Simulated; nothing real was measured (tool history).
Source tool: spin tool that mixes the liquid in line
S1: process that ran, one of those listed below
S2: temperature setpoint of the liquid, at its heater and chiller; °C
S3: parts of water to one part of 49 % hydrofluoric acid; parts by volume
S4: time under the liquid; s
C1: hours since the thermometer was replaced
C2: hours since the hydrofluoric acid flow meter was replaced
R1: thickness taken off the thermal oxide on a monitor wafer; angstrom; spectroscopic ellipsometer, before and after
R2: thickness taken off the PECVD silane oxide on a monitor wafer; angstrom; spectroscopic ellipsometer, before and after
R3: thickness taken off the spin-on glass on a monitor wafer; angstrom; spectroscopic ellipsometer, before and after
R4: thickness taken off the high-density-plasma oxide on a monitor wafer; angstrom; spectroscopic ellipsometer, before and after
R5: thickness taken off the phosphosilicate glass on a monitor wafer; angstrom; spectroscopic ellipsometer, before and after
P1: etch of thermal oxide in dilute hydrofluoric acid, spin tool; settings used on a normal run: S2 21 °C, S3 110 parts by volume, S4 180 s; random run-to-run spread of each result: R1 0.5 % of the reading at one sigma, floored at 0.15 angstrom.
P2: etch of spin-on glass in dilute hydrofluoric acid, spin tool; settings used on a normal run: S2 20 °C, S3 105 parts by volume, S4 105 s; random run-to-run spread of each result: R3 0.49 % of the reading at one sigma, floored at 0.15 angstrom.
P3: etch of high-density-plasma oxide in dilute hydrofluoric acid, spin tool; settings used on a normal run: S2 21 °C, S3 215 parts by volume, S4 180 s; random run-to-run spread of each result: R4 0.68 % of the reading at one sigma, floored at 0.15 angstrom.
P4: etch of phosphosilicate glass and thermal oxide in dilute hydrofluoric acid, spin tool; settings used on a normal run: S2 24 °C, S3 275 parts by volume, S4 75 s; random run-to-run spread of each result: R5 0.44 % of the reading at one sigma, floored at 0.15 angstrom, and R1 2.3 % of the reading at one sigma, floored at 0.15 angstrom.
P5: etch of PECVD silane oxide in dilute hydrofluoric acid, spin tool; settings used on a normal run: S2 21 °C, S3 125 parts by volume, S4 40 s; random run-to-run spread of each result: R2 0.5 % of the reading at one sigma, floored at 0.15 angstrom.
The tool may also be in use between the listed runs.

run,hour,S1,S2,S3,S4,C1,C2,R1,R2,R3,R4,R5
1,8.2,P1,21,110,180,426.6,135.5,63.605,,,,
2,18.3,P5,21,215,40,436.7,145.6,,61.119,,,
3,24.3,P1,21,110,180,442.7,151.6,63.896,,,,
4,30.1,P2,17,105,105,448.5,157.4,,,205.93,,
5,42.5,P3,21,395,180,460.9,169.8,,,,17.439,
6,52.5,P5,21,125,40,470.9,179.8,,113.86,,,
7,61.5,P2,20,105,45,479.9,188.8,,,100.82,,
8,70.8,P2,20,105,105,489.2,198.1,,,230.92,,
9,83.1,P3,21,215,180,501.5,210.4,,,,36.936,
10,95.7,P4,24,275,30,514.1,223,4.4237,,,,144.45
11,101.6,P1,17,110,45,520,228.9,13.397,,,,
12,112.3,P5,21,125,15,530.7,239.6,,42.717,,,
13,119.2,P2,20,105,105,537.6,246.5,,,232.1,,
14,126.8,P1,21,110,180,545.2,254.1,63.601,,,,
15,134.8,P3,21,215,70,553.2,262.1,,,,14.501,
16,140.5,P1,21,185,180,558.9,267.8,35.146,,,,
17,149.1,P4,24,275,75,567.5,276.4,10.582,,,,363.77
18,156.5,P1,21,110,180,574.9,283.8,63.998,,,,
19,162.7,P1,21,110,180,581.1,290,63.966,,,,
20,174.8,P1,21,110,310,593.2,302.1,109.17,,,,
21,184.6,P1,27,110,180,603,311.9,81.209,,,,
22,196.6,P4,24,55,75,615,323.9,66.403,,,,2334.8
23,204.6,P1,21,110,25,623,331.9,8.9523,,,,
24,215.3,P4,28.5,275,75,633.7,342.6,11.69,,,,424.73
25,225.5,P5,17,125,40,643.9,352.8,,96.468,,,
26,231.7,P3,21,215,180,650.1,359,,,,37.19,
27,241.7,P3,29.5,215,180,660.1,369,,,,50.456,
28,248,P1,17,110,180,666.4,375.3,54.751,,,,
29,254.6,P5,21,125,40,673,381.9,,115.44,,,
30,260.7,P4,24,275,75,679.1,388,10.145,,,,364.85
31,270.2,P1,21,110,180,688.6,397.5,64.077,,,,
32,281.5,P2,20,180,105,699.9,408.8,,,125.1,,
33,288.3,P1,21,65,180,706.7,415.6,114.17,,,,
34,294.3,P1,21,110,180,712.7,421.6,64.209,,,,
35,306.1,P1,21,110,180,724.5,433.4,61.72,,,,
36,315.4,P1,21,110,180,733.8,442.7,60.806,,,,
37,327.5,P1,21,110,180,745.9,454.8,59.193,,,,
38,336.6,P1,21,110,180,755,463.9,59.181,,,,
39,348.3,P1,21,110,180,766.7,475.6,59.512,,,,
40,359.5,P1,21,110,180,777.9,486.8,58.469,,,,
41,371.4,P1,21,110,180,789.8,498.7,58.708,,,,
42,379.1,P1,21,110,180,797.5,506.4,58.478,,,,
43,390.5,P1,21,110,180,808.9,517.8,58.411,,,,
44,402.3,P1,21,110,180,820.7,529.6,57.804,,,,
45,408.5,P1,21,110,180,826.9,535.8,58.569,,,,

The output of P1 has drifted from where it used to be. Each of the 2 causes below, taken at the size shown beside it, accounts for the log equally well:
A: liquid colder than its thermometer reads (K) = 2.27
B: hydrofluoric acid flow below the setpoint (%) = 7.89
The gradual shift began around hour 294.3.

The list below offers 4 check runs, each averaging the results of 5 wafers, and shows each result as a question mark. For which of them would the listed causes give clearly different results?
check 1,414.7,P5,17,125,15,,,,?,,,
check 2,414.7,P2,17,155,105,,,,,?,,
check 3,414.7,P4,24,70,35,,,?,,,,?
check 4,414.7,P3,29,285,180,,,,,,?,

Check results expected under each cause:
check,result,if A,if B
check 1,R2,33.113,33.197
check 2,R3,120.57,120.44
check 3,R1,21.673,21.736
check 3,R5,764.44,766.67
check 4,R4,32.27,31.231
How far apart the two closest causes lie, in the result that separates them most: check 1 0.25 %; check 2 0.11 %; check 3 0.29 %; check 4 3.27 %
Only check 4 tells the causes apart: in the others they would give nearly the same result.

Check 4 has now been run. It gave: R4 31.131 angstrom. Which of the candidate causes is it?

Of the candidate causes, it is B: hydrofluoric acid flow below the setpoint (%).
